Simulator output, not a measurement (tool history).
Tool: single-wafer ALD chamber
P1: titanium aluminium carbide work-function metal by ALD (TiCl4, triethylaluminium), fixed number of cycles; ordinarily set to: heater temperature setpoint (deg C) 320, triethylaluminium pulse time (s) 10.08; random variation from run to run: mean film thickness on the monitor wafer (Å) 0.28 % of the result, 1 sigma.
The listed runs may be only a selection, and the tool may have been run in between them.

run     day  heater temperature setpoint (deg C)  triethylaluminium pulse time (s)  hours since the last thermocouple change  hours since the last triethylaluminium bottle change  mean film thickness on the monitor wafer (Å)
  1   0.496                                  320                             10.08                                     657.5                                                 431.2                                        21.783
  2   0.854                                  320                               3.5                                     666.1                                                 439.8                                        15.758
  3   1.333                                  295                             10.08                                     677.6                                                 451.3                                        19.511
  4   2.058                                  320                             10.08                                       695                                                 468.7                                        21.705
  5   2.417                                  343                             10.08                                     703.6                                                 477.3                                         23.82
  6   2.967                                  320                             10.08                                     716.8                                                 490.5                                         21.74
      3.058  -- thermocouple changed; heater temperature recalibrated
  7   3.721                                  320                             10.08                                      15.9                                                 508.6                                        21.721
  8   4.258                                  320                             13.73                                      28.8                                                 521.5                                        22.164
  9   4.904                                  299                               5.5                                      44.3                                                   537                                        17.406
 10   5.646                                  320                             10.08                                      62.1                                                 554.8                                        21.691
 11   6.133                                  320                             10.08                                      73.8                                                 566.5                                        21.758
 12   6.588                                  320                             10.08                                      84.7                                                 577.4                                        21.456
 13   7.125                                  320                             10.08                                      97.6                                                 590.3                                        21.468
 14   7.679                                  320                             10.08                                     110.9                                                 603.6                                        21.335
 15   8.038                                  320                             10.08                                     119.5                                                 612.2                                        21.418
 16   8.488                                  320                             10.08                                     130.3                                                   623                                        21.441
 17   8.946                                  320                             10.08                                     141.3                                                   634                                        21.232
 18   9.675                                  320                             10.08                                     158.8                                                 651.5                                        21.273
 19  10.208                                  320                             10.08                                     171.6                                                 664.3                                        21.167
 20  10.979                                  320                             10.08                                     190.1                                                 682.8                                        21.254

Run 21 comes next. What will it give?
 21  11.542                                  320                             10.08                                     203.6                                                 696.3                                             ?

Run 21 came out at mean film thickness on the monitor wafer (Å) 21.129.
